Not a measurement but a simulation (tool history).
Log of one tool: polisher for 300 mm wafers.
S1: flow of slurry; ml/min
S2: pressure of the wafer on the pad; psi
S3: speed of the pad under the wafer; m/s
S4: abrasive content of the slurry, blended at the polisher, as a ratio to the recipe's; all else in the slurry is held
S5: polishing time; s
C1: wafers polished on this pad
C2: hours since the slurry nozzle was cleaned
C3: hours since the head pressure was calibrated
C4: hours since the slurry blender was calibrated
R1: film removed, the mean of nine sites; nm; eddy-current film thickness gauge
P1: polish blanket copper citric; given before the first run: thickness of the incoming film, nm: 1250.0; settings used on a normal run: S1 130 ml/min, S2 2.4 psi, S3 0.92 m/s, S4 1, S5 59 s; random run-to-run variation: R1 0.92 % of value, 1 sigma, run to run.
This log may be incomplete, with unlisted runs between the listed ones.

run 1 hour=7.7 | S1=130 S2=2.4 S3=0.92 S4=1 S5=59 | C1=547 C2=255.7 C3=134.7 C4=66.3 | R1=88.764
run 2 hour=18.2 | S1=130 S2=2.4 S3=1.4 S4=1 S5=59 | C1=697 C2=266.2 C3=145.2 C4=76.8 | R1=137.38
run 3 hour=23.8 | S1=130 S2=2.4 S3=0.92 S4=1 S5=93 | C1=777 C2=271.8 C3=150.8 C4=82.4 | R1=139.51
run 4 hour=31 | S1=195 S2=2.4 S3=0.92 S4=1 S5=59 | C1=879 C2=279 C3=158 C4=89.6 | R1=95.08
run 5 hour=37.6 | S1=130 S2=2.4 S3=0.92 S4=1 S5=59 | C1=973 C2=285.6 C3=164.6 C4=96.2 | R1=88.815
run 6 hour=45.4 | S1=85 S2=2.4 S3=0.92 S4=1 S5=59 | C1=1084 C2=293.4 C3=172.4 C4=104 | R1=79.763
run 7 hour=55.3 | S1=130 S2=2.4 S3=0.5 S4=1 S5=59 | C1=1226 C2=303.3 C3=182.3 C4=113.9 | R1=49.323
-- hour=62.8 worn pad replaced by a new one
run 8 hour=62.8 | S1=130 S2=2.4 S3=0.92 S4=1 S5=34 | C1=1 C2=310.8 C3=189.8 C4=121.4 | R1=51.34
run 9 hour=67.5 | S1=130 S2=2.4 S3=0.92 S4=1.4 S5=59 | C1=68 C2=315.5 C3=194.5 C4=126.1 | R1=97.864
run 10 hour=76.2 | S1=130 S2=2.4 S3=0.92 S4=1 S5=59 | C1=192 C2=324.2 C3=203.2 C4=134.8 | R1=88.973
run 11 hour=86.3 | S1=130 S2=3.2 S3=1.4 S4=1 S5=59 | C1=336 C2=334.3 C3=213.3 C4=144.9 | R1=179.12
run 12 hour=96.7 | S1=130 S2=1.2 S3=0.92 S4=1 S5=59 | C1=484 C2=344.7 C3=223.7 C4=155.3 | R1=46.188
run 13 hour=105.5 | S1=130 S2=2.4 S3=0.92 S4=1 S5=59 | C1=609 C2=353.5 C3=232.5 C4=164.1 | R1=90.022
run 14 hour=112.9 | S1=130 S2=2.4 S3=0.92 S4=0.5 S5=59 | C1=715 C2=360.9 C3=239.9 C4=171.5 | R1=78.361
run 15 hour=119.2 | S1=130 S2=2.4 S3=0.92 S4=1 S5=59 | C1=804 C2=367.2 C3=246.2 C4=177.8 | R1=88.739
run 16 hour=128.7 | S1=130 S2=3.6 S3=0.92 S4=1 S5=59 | C1=940 C2=376.7 C3=255.7 C4=187.3 | R1=133.47
run 17 hour=138.8 | S1=130 S2=2.4 S3=0.92 S4=1 S5=59 | C1=1084 C2=386.8 C3=265.8 C4=197.4 | R1=89.946
run 18 hour=143.9 | S1=130 S2=2.4 S3=0.92 S4=1 S5=59 | C1=1156 C2=391.9 C3=270.9 C4=202.5 | R1=89.022
run 19 hour=152.8 | S1=130 S2=2.4 S3=0.92 S4=1 S5=59 | C1=1283 C2=400.8 C3=279.8 C4=211.4 | R1=85.756
run 20 hour=163.1 | S1=130 S2=2.4 S3=0.92 S4=1 S5=59 | C1=1430 C2=411.1 C3=290.1 C4=221.7 | R1=84.228
run 21 hour=167.7 | S1=130 S2=2.4 S3=0.92 S4=1 S5=59 | C1=1496 C2=415.7 C3=294.7 C4=226.3 | R1=82.531
run 22 hour=173.3 | S1=130 S2=2.4 S3=0.92 S4=1 S5=59 | C1=1575 C2=421.3 C3=300.3 C4=231.9 | R1=82.503
-- hour=178.3 slurry blender recalibrated
run 23 hour=181.7 | S1=130 S2=2.4 S3=0.92 S4=1 S5=59 | C1=1695 C2=429.7 C3=308.7 C4=3.5 | R1=82.947
run 24 hour=189 | S1=130 S2=2.4 S3=0.92 S4=1 S5=59 | C1=1799 C2=437 C3=316 C4=10.8 | R1=81.088
run 25 hour=195.4 | S1=130 S2=2.4 S3=0.92 S4=1 S5=59 | C1=1890 C2=443.4 C3=322.4 C4=17.2 | R1=81.908

Run 26 is up next; what results do you expect?
-- hour=195.8 worn pad replaced by a new one
run 26 hour=204.3 | S1=130 S2=2.4 S3=0.92 S4=1 S5=59 | C1=121 C2=452.3 C3=331.3 C4=26.1 | R1=?

{"run 26": {"R1": 81.656}}
